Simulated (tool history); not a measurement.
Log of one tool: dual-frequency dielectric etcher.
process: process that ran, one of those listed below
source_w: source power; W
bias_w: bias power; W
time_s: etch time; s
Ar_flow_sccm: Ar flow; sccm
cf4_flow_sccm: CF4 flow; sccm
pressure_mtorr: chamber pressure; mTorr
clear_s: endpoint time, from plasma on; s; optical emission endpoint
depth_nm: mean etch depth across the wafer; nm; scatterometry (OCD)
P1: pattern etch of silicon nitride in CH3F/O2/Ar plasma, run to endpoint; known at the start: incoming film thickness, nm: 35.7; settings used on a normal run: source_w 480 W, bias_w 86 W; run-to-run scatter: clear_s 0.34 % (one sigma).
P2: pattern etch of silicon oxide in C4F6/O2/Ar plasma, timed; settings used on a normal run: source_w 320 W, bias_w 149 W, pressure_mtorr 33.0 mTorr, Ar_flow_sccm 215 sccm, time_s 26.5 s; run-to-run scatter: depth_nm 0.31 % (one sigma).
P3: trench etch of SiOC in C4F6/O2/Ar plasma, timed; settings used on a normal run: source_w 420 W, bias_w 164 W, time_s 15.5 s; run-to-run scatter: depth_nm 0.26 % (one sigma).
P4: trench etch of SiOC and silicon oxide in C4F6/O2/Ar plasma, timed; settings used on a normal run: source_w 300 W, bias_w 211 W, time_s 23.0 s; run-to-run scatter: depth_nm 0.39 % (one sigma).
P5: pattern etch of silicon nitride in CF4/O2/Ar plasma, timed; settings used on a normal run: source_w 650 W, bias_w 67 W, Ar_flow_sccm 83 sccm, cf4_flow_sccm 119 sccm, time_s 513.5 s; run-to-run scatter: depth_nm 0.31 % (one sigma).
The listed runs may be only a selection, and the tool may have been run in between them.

run,hour,process,source_w,bias_w,time_s,Ar_flow_sccm,cf4_flow_sccm,pressure_mtorr,hours since the last wet clean,hours since the last source power generator calibration,hours since the last bias power generator calibration,clear_s,depth_nm
1,12.0,P1,480,86,,,,,493.9,1322.8,1077.7,45.765,
2,27.0,P1,370,69,,,,,508.9,1337.8,1092.7,54.704,
3,44.5,P1,480,86,,,,,526.4,1355.3,1110.2,45.803,
4,56.5,P1,480,86,,,,,538.4,1367.3,1122.2,45.757,
5,68.0,P3,420,228,15.5,,,,549.9,1378.8,1133.7,,35.141
6,85.1,P5,650,67,513.5,83,119,,567.0,1395.9,1150.8,,1429.800
7,94.5,P3,420,164,19.5,,,,576.4,1405.3,1160.2,,39.841
8,111.0,P1,390,52,,,,,592.9,1421.8,1176.7,58.929,
9,124.5,P5,650,67,513.5,49,119,,606.4,1435.3,1190.2,,1495.600
10,140.0,P2,320,149,26.5,215,,33.0,621.9,1450.8,1205.7,,73.080
11,157.1,P2,240,149,26.5,215,,33.0,639.0,1467.9,1222.8,,65.939
12,165.7,P2,320,97,26.5,215,,33.0,647.6,1476.5,1231.4,,64.992
13,181.7,P5,650,91,513.5,83,119,,663.6,1492.5,1247.4,,1612.500
14,199.9,P4,220,211,23.0,,,,681.8,1510.7,1265.6,,37.685
15,212.0,P5,420,67,513.5,83,119,,693.9,1522.8,1277.7,,978.200
16,220.7,P3,280,164,15.5,,,,702.6,1531.5,1286.4,,27.117
17,230.0,P2,320,149,26.5,274,,33.0,711.9,1540.8,1295.7,,71.302
18,238.4,P1,290,86,,,,,720.3,1549.2,1304.1,55.549,
19,246.5,P1,600,86,,,,,728.4,1557.3,1312.2,42.161,
20,262.6,P5,650,67,513.5,83,119,,744.5,1573.4,1328.3,,1437.700
21,277.0,P5,650,67,513.5,83,151,,758.9,1587.8,1342.7,,1452.300
22,294.3,P3,420,164,15.5,,,,776.2,1605.1,1360.0,,31.512
23,309.6,P4,300,211,23.0,,,,791.5,1620.4,1375.3,,42.647
24,326.5,P1,480,110,,,,,808.4,1637.3,1392.2,41.986,
25,342.2,P1,480,63,,,,,824.1,1653.0,1407.9,51.196,
26,352.1,P4,300,282,23.0,,,,834.0,1662.9,1417.8,,46.977
27,363.6,P4,300,211,18.0,,,,845.5,1674.4,1429.3,,33.329
28,379.1,P1,480,86,,,,,861.0,1689.9,1444.8,45.978,
29,390.6,P2,320,149,26.5,215,,41.5,872.5,1701.4,1456.3,,71.625
30,408.3,P5,650,67,310.0,83,119,,890.2,1719.1,1474.0,,859.520
31,416.6,P2,320,149,14.5,215,,33.0,898.5,1727.4,1482.3,,40.400
32,430.4,P1,480,86,,,,,912.3,1741.2,1496.1,45.647,
33,448.5,P1,480,86,,,,,930.4,1759.3,1514.2,45.447,
34,464.5,P1,480,86,,,,,946.4,1775.3,1530.2,45.435,
# hour 472.0: wet clean of the chamber
35,480.5,P1,480,86,,,,,8.5,1791.3,1546.2,45.207,
36,489.4,P1,480,86,,,,,17.4,1800.2,1555.1,45.104,
37,499.4,P1,480,86,,,,,27.4,1810.2,1565.1,45.229,
38,512.9,P1,480,86,,,,,40.9,1823.7,1578.6,45.303,
39,529.3,P1,480,86,,,,,57.3,1840.1,1595.0,45.352,
40,538.6,P1,480,86,,,,,66.6,1849.4,1604.3,44.825,

P1 no longer gives what it gave before; its output has crept away from where it was. The following 2 causes, each at its listed size, fit the log equally well:
A: source power that arrives over what is set, % = 4.67
B: bias power that arrives over what is set, % = 4.99
The drift started at roughly hour 430.4.
Excluded causes, each with its reason:
chamber walls in a state that raises the etch rate, %: maintenance at hour 472.0, after the shift began, did not return the process to its former output

Of the 4 check runs listed below, each run on one wafer and each result written as a question mark, which would let you distinguish the listed causes because they would give clearly different results?
check 1,547.9,P5,430,67,513.5,54,119,,,,,,?
check 2,547.9,P2,250,149,26.5,215,,33.0,,,,,?
check 3,547.9,P4,240,271,23.0,,,,,,,,?
check 4,547.9,P3,280,213,15.5,,,,,,,,?

How each check would come out, cause by cause:
check,result,if A,if B
check 1,depth_nm,1078.200,1055.000
check 2,depth_nm,67.904,67.739
check 3,depth_nm,43.384,43.389
check 4,depth_nm,30.000,29.969
Distance between the nearest two causes, measured in the result of the check that separates them most: check 1 2.17 %; check 2 0.24 %; check 3 0.01 %; check 4 0.1 %
Only check 1 tells the causes apart: in the others they would give nearly the same result.

With check 1 done, the readings were: depth_nm 1055.500 nm. Identify which of the listed causes applies.

It was cause B: bias power that arrives over what is set, %.

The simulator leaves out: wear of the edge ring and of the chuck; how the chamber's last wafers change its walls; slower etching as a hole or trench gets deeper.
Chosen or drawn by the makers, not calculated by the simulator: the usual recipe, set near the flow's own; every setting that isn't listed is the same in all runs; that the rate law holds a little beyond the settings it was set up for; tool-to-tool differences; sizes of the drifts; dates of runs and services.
